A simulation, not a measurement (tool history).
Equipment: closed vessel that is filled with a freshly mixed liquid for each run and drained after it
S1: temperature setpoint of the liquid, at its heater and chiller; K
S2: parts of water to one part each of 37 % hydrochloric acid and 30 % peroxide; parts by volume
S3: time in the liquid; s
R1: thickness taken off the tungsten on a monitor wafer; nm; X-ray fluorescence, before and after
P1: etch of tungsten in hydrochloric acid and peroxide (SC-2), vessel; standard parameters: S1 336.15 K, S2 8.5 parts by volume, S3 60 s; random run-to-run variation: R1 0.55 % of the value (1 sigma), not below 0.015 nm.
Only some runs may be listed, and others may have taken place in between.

run   hour      S1    S2   S3      R1
  1    9.0  336.15   8.5   60  45.305
  2   17.6  328.15   8.5   30  13.670
  3   24.8  336.15   8.5  115  86.192
  4   35.3  336.15   8.5   30  22.378
  5   47.5  336.15   8.5   60  44.534
  6   58.2  336.15   4.0   60  78.901
  7   67.3  345.15   8.5   60  77.284
  8   74.1  336.15   8.5   60  45.006
  9   84.0  336.15   8.5   60  45.245
 10   95.8  336.15   8.5   60  44.928
 11  101.8  336.15   8.5   60  45.064
 12  114.4  320.65   8.5   60  16.429
 13  120.2  336.15  15.0   60  27.850
 14  127.0  336.15   8.5   60  45.080
 15  139.5  336.15   8.5   60  45.598
 16  149.7  336.15   8.5   60  47.912

Estimate the outcome of run 17 from the log above:
 17  156.6  336.15  8.5  60   ?

Run 17 came out at R1 48.318 nm.
